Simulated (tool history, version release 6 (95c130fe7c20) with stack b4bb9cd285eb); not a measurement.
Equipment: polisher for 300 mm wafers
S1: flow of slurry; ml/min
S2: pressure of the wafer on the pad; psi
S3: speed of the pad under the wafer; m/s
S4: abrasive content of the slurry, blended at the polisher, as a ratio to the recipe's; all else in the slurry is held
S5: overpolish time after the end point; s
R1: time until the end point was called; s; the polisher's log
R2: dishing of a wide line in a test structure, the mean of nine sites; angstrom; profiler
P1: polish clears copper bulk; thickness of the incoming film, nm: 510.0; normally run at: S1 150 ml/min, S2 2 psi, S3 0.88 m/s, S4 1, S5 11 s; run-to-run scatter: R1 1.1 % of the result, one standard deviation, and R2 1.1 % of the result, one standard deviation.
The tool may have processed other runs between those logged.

run   hour   S1   S2    S3    S4  S5      R1      R2
  1    6.2  150    2  0.88     1  11  110.14  360.44
  2   14.6  215    2  0.88     1  17  104.62  514.16
  3   21.8  150    2  0.88     1  22  108.34  604.43
  4   29.8  150    2   0.5     1  11  193.49  219.55
  5   39.2  150    2  0.88     1  11  108.04  348.22
  6   44.4  150    2  0.88     1   3  111.43  112.02
  7   53.2  150    2  0.88   0.6  11  122.86  319.95
  8   59.5  150  3.1  0.88     1  11  70.205  519.36
  9   67.5  150  1.3   0.6     1  11  248.04  174.74
 10   74.9  150  0.9  0.88     1  11  246.17  168.48
 11     83  150    2  1.22     1  11  79.629  458.84
      88.5  -- head pressure recalibrated
 12   91.5   90    2  0.88     1  11  123.86  323.07
 13   99.4  150    2  0.88     1  11  109.81  350.89
 14  105.1  200    2  0.88     1  11  106.53  362.26
 15  112.8  150    2  0.88  1.25  11  106.46  373.21
 16    121  150    2  0.88     1  11  110.36  358.93
 17  125.6  150    2  0.88     1  11  111.68  352.19
 18  134.4  150    2  0.88     1  11  114.12  343.09
 19    143  150    2  0.88     1  11  114.56  343.11
 20  150.4  150    2  0.88     1  11     118  339.06
 21  156.5  150    2  0.88     1  11  116.25  344.86
     157.7  -- worn pad replaced by a new one
     162.6  -- head pressure recalibrated
 22  163.3  150    2  0.88     1  11  117.88   329.3
 23  172.5  150    2  0.88     1  11  121.59  334.84
 24    181  150    2  0.88     1  11  119.93  331.87
 25    190  150    2  0.88     1  11  120.82  333.42
 26  198.2  150    2  0.88     1  11  122.82  334.78
 27  206.7  150    2  0.88     1  11  121.39  334.19
 28  212.2  150    2  0.88     1  11  121.18  330.38

Something has made what P1 gives creep away from where it was; the 2 causes below, each at its own stated size, fit the log equally well:
A: slurry flow missing at the pad, % = 33.9
B: abrasive missing from the slurry, % = 33.9
Creep in the process output first set in at about hour 125.6.
Why every other cause is out:
removal rate lost through wear of the pad, %: work on it at hour 157.7, done after the drift set in, did not restore what the process gave before
head's pressure below its setpoint, %: work on it at hour 162.6, done after the drift set in, did not restore what the process gave before

Of the 4 check runs below, each run on 3 wafers with the results averaged and each result still a question mark, which one would tell the listed causes apart?
check 1  217.7  150    3  0.88  0.65  11   ?   ?
check 2  217.7   95    2  0.88     1  11   ?   ?
check 3  217.7  150  1.6  0.88     1  11   ?   ?
check 4  217.7  150    3  0.88     1   3   ?   ?

What every check run would give for each of its results, assuming each possible cause in turn:
  check  result    if A    if B
check 1      R1  87.712  87.281
check 1      R2  442.79  444.56
check 2      R1  138.37  132.56
check 2      R2  294.19   305.1
check 3      R1  150.32  150.29
check 3      R2  269.82  269.87
check 4      R1   80.17  80.153
check 4      R2  151.68  151.71
Smallest distance between any two causes, each pair judged by its most separating result, in per cent: check 1 0.49 %; check 2 4.29 %; check 3 0.02 %; check 4 0.02 %
Check 2 is the one run that separates the causes; every other check would come out nearly the same whichever cause is at work.

With check 2 done, the readings were: R1 133.01 s; R2 305.84 angstrom. Identify which of the listed causes applies.

Of the candidate causes, it is B: abrasive missing from the slurry, %.

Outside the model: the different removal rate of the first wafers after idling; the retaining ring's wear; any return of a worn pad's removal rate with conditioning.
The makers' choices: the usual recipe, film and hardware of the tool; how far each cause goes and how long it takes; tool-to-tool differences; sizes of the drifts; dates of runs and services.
